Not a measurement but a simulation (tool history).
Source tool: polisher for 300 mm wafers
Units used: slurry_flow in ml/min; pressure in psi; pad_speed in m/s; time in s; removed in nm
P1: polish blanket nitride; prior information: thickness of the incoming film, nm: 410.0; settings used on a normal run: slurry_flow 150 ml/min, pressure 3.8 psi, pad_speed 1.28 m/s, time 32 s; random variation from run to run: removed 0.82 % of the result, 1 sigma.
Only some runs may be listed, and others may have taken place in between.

| run | day | slurry_flow | pressure | pad_speed | time | wafers polished on this pad | hours since the slurry nozzle was cleaned | hours since the head pressure was calibrated | removed |
|---|---|---|---|---|---|---|---|---|---|
| 1 | 0.533 | 150 | 3.8 | 1.28 | 32 | 382 | 626.4 | 298.6 | 60.698 |
| 2 | 1.054 | 150 | 5.9 | 1.28 | 32 | 555 | 638.9 | 311.1 | 93.204 |
| 3 | 1.512 | 195 | 3.8 | 1.28 | 42 | 707 | 649.9 | 322.1 | 81.613 |
| 4 | 1.867 | 150 | 3.8 | 1.28 | 32 | 825 | 658.4 | 330.6 | 60.778 |
| 5 | 2.233 | 150 | 3.8 | 0.9 | 32 | 947 | 667.2 | 339.4 | 46.178 |
| 6 | 2.558 | 230 | 3.8 | 1.28 | 32 | 1055 | 675 | 347.2 | 65.053 |
| 7 | 3.079 | 150 | 3.8 | 1.98 | 15 | 1228 | 687.5 | 359.7 | 39.973 |
| 8 | 3.533 | 150 | 3.8 | 1.28 | 32 | 1378 | 698.4 | 370.6 | 60.555 |
| 9 | 4.075 | 150 | 3.8 | 1.28 | 46 | 1558 | 711.4 | 383.6 | 86.343 |
| 10 | 4.508 | 150 | 3.8 | 1.28 | 32 | 1702 | 721.8 | 394 | 60.237 |
| 11 | 4.925 | 110 | 3.8 | 1.28 | 41 | 1841 | 731.8 | 404 | 72.781 |
| 12 | 5.525 | 150 | 2.3 | 1.28 | 32 | 2040 | 746.2 | 418.4 | 36.898 |
| 13 | 5.871 | 150 | 3.8 | 1.88 | 32 | 2155 | 754.5 | 426.7 | 82.522 |
| 14 | 6.429 | 150 | 3.8 | 1.28 | 16 | 2340 | 767.9 | 440.1 | 30.262 |

What does the tool deliver on the next run?
|  | 6.667 | head pressure recalibrated |
| 15 | 6.779 | 150 | 3.8 | 1.28 | 32 | 2457 | 776.3 | 2.7 | ? |

For run 15 the tool returned removed 60.088 nm.
